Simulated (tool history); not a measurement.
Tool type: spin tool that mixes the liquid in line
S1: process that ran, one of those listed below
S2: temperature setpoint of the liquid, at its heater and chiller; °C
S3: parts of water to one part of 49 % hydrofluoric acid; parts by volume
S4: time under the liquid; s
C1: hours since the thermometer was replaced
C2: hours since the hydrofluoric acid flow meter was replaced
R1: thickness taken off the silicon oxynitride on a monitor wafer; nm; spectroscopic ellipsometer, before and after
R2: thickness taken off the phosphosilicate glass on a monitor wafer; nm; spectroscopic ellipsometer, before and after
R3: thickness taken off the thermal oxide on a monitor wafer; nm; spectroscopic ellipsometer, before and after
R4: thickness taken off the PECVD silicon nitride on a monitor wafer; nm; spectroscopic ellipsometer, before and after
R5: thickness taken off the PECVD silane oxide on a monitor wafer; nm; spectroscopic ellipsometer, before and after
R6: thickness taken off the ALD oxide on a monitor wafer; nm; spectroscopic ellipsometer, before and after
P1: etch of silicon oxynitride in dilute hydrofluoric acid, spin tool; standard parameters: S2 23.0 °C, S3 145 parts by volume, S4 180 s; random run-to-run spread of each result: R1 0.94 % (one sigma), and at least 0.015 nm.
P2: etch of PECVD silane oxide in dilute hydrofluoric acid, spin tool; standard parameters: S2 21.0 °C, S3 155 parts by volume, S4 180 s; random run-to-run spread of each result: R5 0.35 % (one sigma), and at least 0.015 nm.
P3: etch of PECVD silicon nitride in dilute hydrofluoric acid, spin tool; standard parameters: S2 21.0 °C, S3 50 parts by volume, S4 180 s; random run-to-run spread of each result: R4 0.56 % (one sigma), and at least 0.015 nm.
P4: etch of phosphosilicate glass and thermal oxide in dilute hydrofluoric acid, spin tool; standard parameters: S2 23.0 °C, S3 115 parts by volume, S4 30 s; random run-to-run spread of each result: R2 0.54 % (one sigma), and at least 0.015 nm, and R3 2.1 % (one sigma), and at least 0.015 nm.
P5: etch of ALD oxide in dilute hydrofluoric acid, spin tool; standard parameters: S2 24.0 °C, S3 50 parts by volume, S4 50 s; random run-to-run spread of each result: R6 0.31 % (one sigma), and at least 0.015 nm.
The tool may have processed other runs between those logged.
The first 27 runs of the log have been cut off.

{"run": 28, "hour": 191.9, "S1": "P1", "S2": 23.0, "S3": 145, "S4": 340, "C1": 828.9, "C2": 432.4, "R1": 4.192}
{"run": 29, "hour": 197.4, "S1": "P4", "S2": 23.0, "S3": 115, "S4": 30, "C1": 834.4, "C2": 437.9, "R2": 21.347, "R3": 1.1506}
{"run": 30, "hour": 203.6, "S1": "P4", "S2": 23.0, "S3": 115, "S4": 30, "C1": 840.6, "C2": 444.1, "R2": 21.366, "R3": 1.1754}
{"run": 31, "hour": 209.0, "S1": "P2", "S2": 21.0, "S3": 155, "S4": 180, "C1": 846.0, "C2": 449.5, "R5": 26.164}
{"run": 32, "hour": 214.1, "S1": "P4", "S2": 23.0, "S3": 20, "S4": 30, "C1": 851.1, "C2": 454.6, "R2": 136.31, "R3": 7.4074}
{"run": 33, "hour": 218.2, "S1": "P2", "S2": 21.0, "S3": 60, "S4": 180, "C1": 855.2, "C2": 458.7, "R5": 75.333}
{"run": 34, "hour": 227.3, "S1": "P5", "S2": 24.0, "S3": 50, "S4": 50, "C1": 864.3, "C2": 467.8, "R6": 22.555}
{"run": 35, "hour": 233.2, "S1": "P5", "S2": 24.0, "S3": 50, "S4": 50, "C1": 870.2, "C2": 473.7, "R6": 22.53}
{"run": 36, "hour": 240.9, "S1": "P1", "S2": 23.0, "S3": 145, "S4": 180, "C1": 877.9, "C2": 481.4, "R1": 2.2095}
{"run": 37, "hour": 248.3, "S1": "P1", "S2": 23.0, "S3": 145, "S4": 180, "C1": 885.3, "C2": 488.8, "R1": 2.3211}
{"run": 38, "hour": 256.8, "S1": "P1", "S2": 23.0, "S3": 145, "S4": 180, "C1": 893.8, "C2": 497.3, "R1": 2.395}
{"run": 39, "hour": 263.4, "S1": "P1", "S2": 23.0, "S3": 145, "S4": 180, "C1": 900.4, "C2": 503.9, "R1": 2.4063}
{"run": 40, "hour": 267.7, "S1": "P1", "S2": 23.0, "S3": 145, "S4": 180, "C1": 904.7, "C2": 508.2, "R1": 2.384}
{"run": 41, "hour": 276.4, "S1": "P1", "S2": 23.0, "S3": 145, "S4": 180, "C1": 913.4, "C2": 516.9, "R1": 2.4346}

The next listed run, before its measurement:
{"run": 42, "hour": 282.2, "S1": "P1", "S2": 23.0, "S3": 145, "S4": 180, "C1": 919.2, "C2": 522.7, "R1": "?"}

{"run 42": {"R1": 2.3883}}

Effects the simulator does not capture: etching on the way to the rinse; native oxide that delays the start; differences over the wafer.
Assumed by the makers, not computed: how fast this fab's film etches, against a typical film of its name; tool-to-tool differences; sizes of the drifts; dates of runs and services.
